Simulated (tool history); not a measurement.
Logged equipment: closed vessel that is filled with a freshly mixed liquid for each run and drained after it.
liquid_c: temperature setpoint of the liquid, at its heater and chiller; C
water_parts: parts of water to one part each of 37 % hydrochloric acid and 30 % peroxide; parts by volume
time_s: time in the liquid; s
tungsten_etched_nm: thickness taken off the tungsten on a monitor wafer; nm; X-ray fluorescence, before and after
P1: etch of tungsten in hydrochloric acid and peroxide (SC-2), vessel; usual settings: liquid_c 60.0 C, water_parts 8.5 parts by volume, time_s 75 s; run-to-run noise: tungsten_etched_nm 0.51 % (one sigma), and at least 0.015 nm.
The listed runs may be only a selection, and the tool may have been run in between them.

run    day  liquid_c  water_parts  time_s  tungsten_etched_nm
  1  0.275      60.0          8.5      75              33.395
  2  0.654      60.0          8.5     120              53.673
  3  1.071      72.0         14.0      75              45.730
  4  1.462      60.0          8.5      75              33.475
  5  1.650      60.0          8.5      75              33.947
  6  2.067      60.0          8.5      30              13.533
  7  2.342      60.0          4.0      75              58.709
  8  2.700      60.0          8.5      75              33.658
  9  2.929      60.0          8.5      75              33.587
 10  3.133      68.0          8.5      75              55.158
 11  3.467      60.0          8.5      75              33.758
 12  3.788      44.5          8.5      75              12.084
 13  4.042      60.0         15.0      75              20.638
 14  4.396      60.0          8.5      75              33.787
 15  4.804      60.0          8.5      75              32.004
 16  5.146      60.0          8.5      75              31.307
 17  5.421      60.0          8.5      75              31.009
 18  5.667      60.0          8.5      75              31.084
     5.788  -- new drum of peroxide connected
 19  5.912      60.0          8.5      75              30.910
 20  6.292      60.0          8.5      75              31.030

The log shows P1 creeping away from where it was. Any of the 2 causes listed here, at the size stated for it, fits the log just as well as the others:
A: chemicals flow below the setpoint (%) = 9.76
B: liquid colder than its thermometer reads (K) = 1.34
The drift started at roughly day 4.396.
Every other cause this tool's parts could produce, and why it does not fit the log:
peroxide weaker than its label (%): work on it at day 5.788, done after the drift set in, did not restore what the process gave before

You are offered 4 check runs, listed below with question marks in place of their results; each one averages 5 wafers. Which run separates the listed causes by giving clearly different results for each?
check 1  6.671      67.5          8.5      75                   ?
check 2  6.671      45.5          4.5      75                   ?
check 3  6.671      60.0         11.5      75                   ?
check 4  6.671      60.0          8.5      30                   ?

What every check run would give for each of its results, assuming each possible cause in turn:
  check              result    if A    if B
check 1  tungsten_etched_nm  48.955  49.111
check 2  tungsten_etched_nm  19.510  19.124
check 3  tungsten_etched_nm  23.931  24.021
check 4  tungsten_etched_nm  12.360  12.354
Smallest distance between any two causes, each pair judged by its most separating result, in per cent: check 1 0.32 %; check 2 2 %; check 3 0.37 %; check 4 0.05 %
Only in check 2 would the causes give clearly different results; in the remaining checks their results would be nearly the same.

Check 2 was then run and gave: tungsten_etched_nm 19.474 nm. Which cause is it?

It is A: chemicals flow below the setpoint (%).
